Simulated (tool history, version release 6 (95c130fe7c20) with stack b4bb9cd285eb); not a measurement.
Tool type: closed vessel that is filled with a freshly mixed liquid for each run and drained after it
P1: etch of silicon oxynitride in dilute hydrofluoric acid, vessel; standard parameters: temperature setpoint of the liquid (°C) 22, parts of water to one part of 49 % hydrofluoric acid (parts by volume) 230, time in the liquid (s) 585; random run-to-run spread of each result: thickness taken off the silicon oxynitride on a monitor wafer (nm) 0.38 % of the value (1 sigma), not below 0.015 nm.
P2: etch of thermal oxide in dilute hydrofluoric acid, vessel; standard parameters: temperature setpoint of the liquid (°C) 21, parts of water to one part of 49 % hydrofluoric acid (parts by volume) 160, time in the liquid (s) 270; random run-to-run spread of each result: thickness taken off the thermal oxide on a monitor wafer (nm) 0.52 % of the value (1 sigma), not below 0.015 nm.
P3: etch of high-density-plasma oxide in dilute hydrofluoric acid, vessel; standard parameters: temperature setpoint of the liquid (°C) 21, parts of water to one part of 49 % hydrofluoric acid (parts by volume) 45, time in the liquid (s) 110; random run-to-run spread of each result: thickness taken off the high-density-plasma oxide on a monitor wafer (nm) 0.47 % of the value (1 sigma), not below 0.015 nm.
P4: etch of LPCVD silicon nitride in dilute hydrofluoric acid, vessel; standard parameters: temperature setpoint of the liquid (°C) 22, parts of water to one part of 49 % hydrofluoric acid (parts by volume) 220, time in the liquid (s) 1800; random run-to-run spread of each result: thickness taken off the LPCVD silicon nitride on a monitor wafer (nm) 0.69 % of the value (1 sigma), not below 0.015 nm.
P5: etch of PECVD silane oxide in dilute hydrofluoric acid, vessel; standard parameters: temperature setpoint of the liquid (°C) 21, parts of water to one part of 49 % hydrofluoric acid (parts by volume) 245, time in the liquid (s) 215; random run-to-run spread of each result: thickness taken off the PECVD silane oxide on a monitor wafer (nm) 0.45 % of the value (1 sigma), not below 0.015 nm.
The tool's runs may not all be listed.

| run | hour | process that ran | temperature setpoint of the liquid (°C) | parts of water to one part of 49 % hydrofluoric acid (parts by volume) | time in the liquid (s) | hours since the thermometer was replaced | hours since the hydrofluoric acid flow meter was replaced | thickness taken off the silicon oxynitride on a monitor wafer (nm) | thickness taken off the thermal oxide on a monitor wafer (nm) | thickness taken off the LPCVD silicon nitride on a monitor wafer (nm) | thickness taken off the PECVD silane oxide on a monitor wafer (nm) | thickness taken off the high-density-plasma oxide on a monitor wafer (nm) |
|---|---|---|---|---|---|---|---|---|---|---|---|---|
| 1 | 4.4 | P1 | 22 | 230 | 585 | 351.6 | 178.2 | 5.8021 |  |  |  |  |
| 2 | 10.4 | P1 | 28 | 230 | 585 | 357.6 | 184.2 | 7.4349 |  |  |  |  |
| 3 | 15.6 | P2 | 21 | 285 | 270 | 362.8 | 189.4 |  | 3.4341 |  |  |  |
| 4 | 21.5 | P4 | 22 | 220 | 1800 | 368.7 | 195.3 |  |  | 3.1648 |  |  |
| 5 | 27.7 | P5 | 17 | 245 | 215 | 374.9 | 201.5 |  |  |  | 12.51 |  |
| 6 | 34.2 | P1 | 22 | 230 | 260 | 381.4 | 208 | 2.5697 |  |  |  |  |
| 7 | 41.1 | P3 | 21 | 45 | 110 | 388.3 | 214.9 |  |  |  |  | 20.002 |
| 8 | 47.8 | P1 | 22 | 230 | 585 | 395 | 221.6 | 5.791 |  |  |  |  |
| 9 | 53.2 | P1 | 17 | 230 | 585 | 400.4 | 227 | 4.6051 |  |  |  |  |
| 10 | 59.4 | P3 | 21 | 80 | 110 | 406.6 | 233.2 |  |  |  |  | 10.777 |
| 11 | 62.7 | P1 | 22 | 40 | 585 | 409.9 | 236.5 | 38.188 |  |  |  |  |
| 12 | 66.5 | P4 | 27 | 220 | 1800 | 413.7 | 240.3 |  |  | 4.3016 |  |  |
| 13 | 72.2 | P1 | 22 | 230 | 585 | 419.4 | 246 | 5.7896 |  |  |  |  |
| 14 | 76.7 | P3 | 25 | 45 | 110 | 423.9 | 250.5 |  |  |  |  | 23.715 |
| 15 | 80.7 | P2 | 21 | 160 | 270 | 427.9 | 254.5 |  | 6.9914 |  |  |  |
| 16 | 84 | P5 | 21 | 245 | 30 | 431.2 | 257.8 |  |  |  | 2.0308 |  |
|  | 84.5 | thermometer replaced |
| 17 | 89 | P3 | 21 | 45 | 110 | 4.6 | 262.8 |  |  |  |  | 19.96 |
| 18 | 92.3 | P2 | 17 | 160 | 270 | 7.9 | 266.1 |  | 5.9221 |  |  |  |
| 19 | 98.7 | P1 | 22 | 230 | 585 | 14.3 | 272.5 | 5.8468 |  |  |  |  |
| 20 | 102.4 | P4 | 22 | 45 | 1800 | 18 | 276.2 |  |  | 15 |  |  |
| 21 | 105.4 | P1 | 27 | 230 | 255 | 21 | 279.2 | 3.1012 |  |  |  |  |
| 22 | 111.4 | P3 | 21 | 45 | 65 | 27 | 285.2 |  |  |  |  | 11.89 |
| 23 | 115.5 | P1 | 22 | 230 | 850 | 31.1 | 289.3 | 8.3528 |  |  |  |  |
| 24 | 118.6 | P1 | 22 | 80 | 965 | 34.2 | 292.4 | 30.55 |  |  |  |  |
| 25 | 122.8 | P2 | 21 | 160 | 140 | 38.4 | 296.6 |  | 3.5936 |  |  |  |
| 26 | 126.8 | P5 | 21 | 50 | 215 | 42.4 | 300.6 |  |  |  | 87.396 |  |
| 27 | 132.7 | P4 | 22 | 220 | 1800 | 48.3 | 306.5 |  |  | 3.2201 |  |  |
| 28 | 136.7 | P1 | 22 | 340 | 585 | 52.3 | 310.5 | 3.661 |  |  |  |  |
| 29 | 142 | P5 | 21 | 245 | 215 | 57.6 | 315.8 |  |  |  | 14.533 |  |
| 30 | 146.3 | P4 | 22 | 220 | 3135 | 61.9 | 320.1 |  |  | 5.4813 |  |  |
| 31 | 151.5 | P1 | 17 | 385 | 585 | 67.1 | 325.3 | 2.4983 |  |  |  |  |
| 32 | 155.4 | P1 | 22 | 230 | 585 | 71 | 329.2 | 5.7883 |  |  |  |  |
| 33 | 160.7 | P1 | 22 | 230 | 585 | 76.3 | 334.5 | 5.792 |  |  |  |  |

For run 34, what comes out?
| 34 | 167.6 | P1 | 22 | 230 | 585 | 83.2 | 341.4 | ? |  |  |  |  |

Run 34 gave thickness taken off the silicon oxynitride on a monitor wafer (nm) 5.5189.
